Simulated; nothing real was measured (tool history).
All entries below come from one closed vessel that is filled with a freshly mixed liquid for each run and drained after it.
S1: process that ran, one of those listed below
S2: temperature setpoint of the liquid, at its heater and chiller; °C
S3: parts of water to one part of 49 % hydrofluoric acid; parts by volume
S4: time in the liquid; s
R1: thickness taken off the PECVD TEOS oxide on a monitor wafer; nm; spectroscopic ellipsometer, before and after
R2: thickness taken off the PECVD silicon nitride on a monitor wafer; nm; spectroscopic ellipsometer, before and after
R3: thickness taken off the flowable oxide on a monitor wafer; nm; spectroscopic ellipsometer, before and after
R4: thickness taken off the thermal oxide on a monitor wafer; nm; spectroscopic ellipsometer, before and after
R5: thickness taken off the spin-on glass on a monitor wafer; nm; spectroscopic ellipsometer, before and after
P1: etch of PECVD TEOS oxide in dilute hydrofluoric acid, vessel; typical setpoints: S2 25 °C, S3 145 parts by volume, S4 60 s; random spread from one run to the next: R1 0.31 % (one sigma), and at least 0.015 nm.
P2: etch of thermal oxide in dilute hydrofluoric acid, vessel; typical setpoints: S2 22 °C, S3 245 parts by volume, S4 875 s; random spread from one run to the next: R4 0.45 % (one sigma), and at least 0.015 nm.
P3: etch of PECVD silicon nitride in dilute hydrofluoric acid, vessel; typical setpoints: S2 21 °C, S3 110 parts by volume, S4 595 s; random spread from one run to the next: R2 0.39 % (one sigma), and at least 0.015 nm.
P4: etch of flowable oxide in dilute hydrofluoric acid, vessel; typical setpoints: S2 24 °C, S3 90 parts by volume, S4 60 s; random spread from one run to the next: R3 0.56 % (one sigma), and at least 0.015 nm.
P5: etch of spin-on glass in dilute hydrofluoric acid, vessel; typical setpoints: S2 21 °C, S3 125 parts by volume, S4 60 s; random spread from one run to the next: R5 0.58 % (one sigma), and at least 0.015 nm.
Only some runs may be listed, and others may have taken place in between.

| run | day | S1 | S2 | S3 | S4 | R1 | R2 | R3 | R4 | R5 |
|---|---|---|---|---|---|---|---|---|---|---|
| 1 | 0.262 | P1 | 25 | 145 | 60 | 11.64 |  |  |  |  |
| 2 | 0.558 | P1 | 32.5 | 145 | 60 | 15.367 |  |  |  |  |
| 3 | 1.008 | P3 | 29 | 110 | 595 |  | 34.043 |  |  |  |
| 4 | 1.404 | P1 | 25 | 200 | 60 | 7.896 |  |  |  |  |
| 5 | 1.742 | P4 | 24 | 90 | 60 |  |  | 27.483 |  |  |
| 6 | 1.992 | P4 | 24 | 90 | 110 |  |  | 50.284 |  |  |
| 7 | 2.283 | P4 | 24 | 90 | 60 |  |  | 27.261 |  |  |
| 8 | 2.592 | P1 | 25 | 145 | 60 | 11.67 |  |  |  |  |
| 9 | 3.029 | P3 | 21 | 110 | 930 |  | 31.947 |  |  |  |
| 10 | 3.383 | P2 | 28 | 245 | 875 |  |  |  | 16.614 |  |
| 11 | 3.675 | P5 | 28 | 125 | 60 |  |  |  |  | 22.175 |
| 12 | 3.896 | P1 | 25 | 145 | 90 | 17.395 |  |  |  |  |
| 13 | 4.35 | P4 | 24 | 45 | 60 |  |  | 58.629 |  |  |
| 14 | 4.671 | P3 | 21 | 110 | 595 |  | 20.163 |  |  |  |
| 15 | 5.129 | P2 | 22 | 245 | 30 |  |  |  | 0.47984 |  |
| 16 | 5.462 | P1 | 25 | 255 | 30 | 2.9187 |  |  |  |  |
| 17 | 5.862 | P4 | 31.5 | 90 | 60 |  |  | 37.01 |  |  |
| 18 | 6.125 | P1 | 25 | 145 | 30 | 5.8477 |  |  |  |  |
| 19 | 6.412 | P2 | 22 | 245 | 875 |  |  |  | 13.508 |  |
| 20 | 6.808 | P5 | 21 | 125 | 60 |  |  |  |  | 16.684 |
| 21 | 7.129 | P1 | 19.5 | 145 | 60 | 9.3287 |  |  |  |  |
| 22 | 7.396 | P2 | 22 | 60 | 875 |  |  |  | 67.706 |  |
| 23 | 7.65 | P3 | 21 | 110 | 595 |  | 20.404 |  |  |  |
| 24 | 8.117 | P1 | 25 | 145 | 60 | 11.618 |  |  |  |  |
| 25 | 8.525 | P5 | 21 | 125 | 30 |  |  |  |  | 8.4551 |
| 26 | 8.975 | P1 | 25 | 145 | 60 | 11.639 |  |  |  |  |
| 27 | 9.338 | P1 | 25 | 30 | 60 | 64.91 |  |  |  |  |
| 28 | 9.546 | P5 | 21 | 215 | 60 |  |  |  |  | 9.0165 |
| 29 | 10.017 | P3 | 21 | 155 | 595 |  | 14.412 |  |  |  |
| 30 | 10.367 | P1 | 25 | 145 | 60 | 11.64 |  |  |  |  |
| 31 | 10.679 | P5 | 21 | 125 | 60 |  |  |  |  | 17.032 |
|  | 10.725 | hydrofluoric acid flow meter replaced |
| 32 | 11.138 | P1 | 25 | 145 | 60 | 11.664 |  |  |  |  |
| 33 | 11.608 | P2 | 22 | 245 | 875 |  |  |  | 13.435 |  |
| 34 | 11.871 | P1 | 31 | 225 | 60 | 8.4267 |  |  |  |  |
| 35 | 12.296 | P1 | 20.5 | 145 | 30 | 4.854 |  |  |  |  |
| 36 | 12.671 | P1 | 25 | 145 | 60 | 11.616 |  |  |  |  |
| 37 | 13.042 | P1 | 25 | 145 | 60 | 11.207 |  |  |  |  |
| 38 | 13.333 | P1 | 25 | 145 | 60 | 10.958 |  |  |  |  |
| 39 | 13.808 | P1 | 25 | 145 | 60 | 10.896 |  |  |  |  |
| 40 | 14.017 | P1 | 25 | 145 | 60 | 10.906 |  |  |  |  |
| 41 | 14.25 | P1 | 25 | 145 | 60 | 10.86 |  |  |  |  |
| 42 | 14.704 | P1 | 25 | 145 | 60 | 10.786 |  |  |  |  |

P1 no longer gives what it gave before; its output has crept away from where it was. The following 2 causes, each at its listed size, fit the log equally well:
A: liquid colder than its thermometer reads (K) = 1.8
B: hydrofluoric acid flow below the setpoint (%) = 5.69
Onset of the creep was near day 12.671.

Listed below are the offered check runs, one wafer per run, with question marks in place of results. For which of them would the causes give clearly different outcomes?
| check 1 | 15.158 | P3 | 27 | 145 | 595 |  | ? |  |  |  |
| check 2 | 15.158 | P4 | 29.5 | 90 | 110 |  |  | ? |  |  |
| check 3 | 15.158 | P2 | 22 | 80 | 540 |  |  |  | ? |  |
| check 4 | 15.158 | P5 | 25 | 125 | 30 |  |  |  |  | ? |

What every check run would give for each of its results, assuming each possible cause in turn:
| check | result | if A | if B |
|---|---|---|---|
| check 1 | R2 | 20.381 | 21.546 |
| check 2 | R3 | 58.427 | 58.585 |
| check 3 | R4 | 28.232 | 28.51 |
| check 4 | R5 | 9.2061 | 9.2275 |
Separation of the two closest causes in each check, using whichever result separates them best: check 1 5.56 %; check 2 0.27 %; check 3 0.98 %; check 4 0.23 %
Check 1 is the one run that separates the causes; every other check would come out nearly the same whichever cause is at work.

Running check 1 produced the following: R2 20.337 nm. Which one of the listed causes fits?

It was cause A: liquid colder than its thermometer reads (K).

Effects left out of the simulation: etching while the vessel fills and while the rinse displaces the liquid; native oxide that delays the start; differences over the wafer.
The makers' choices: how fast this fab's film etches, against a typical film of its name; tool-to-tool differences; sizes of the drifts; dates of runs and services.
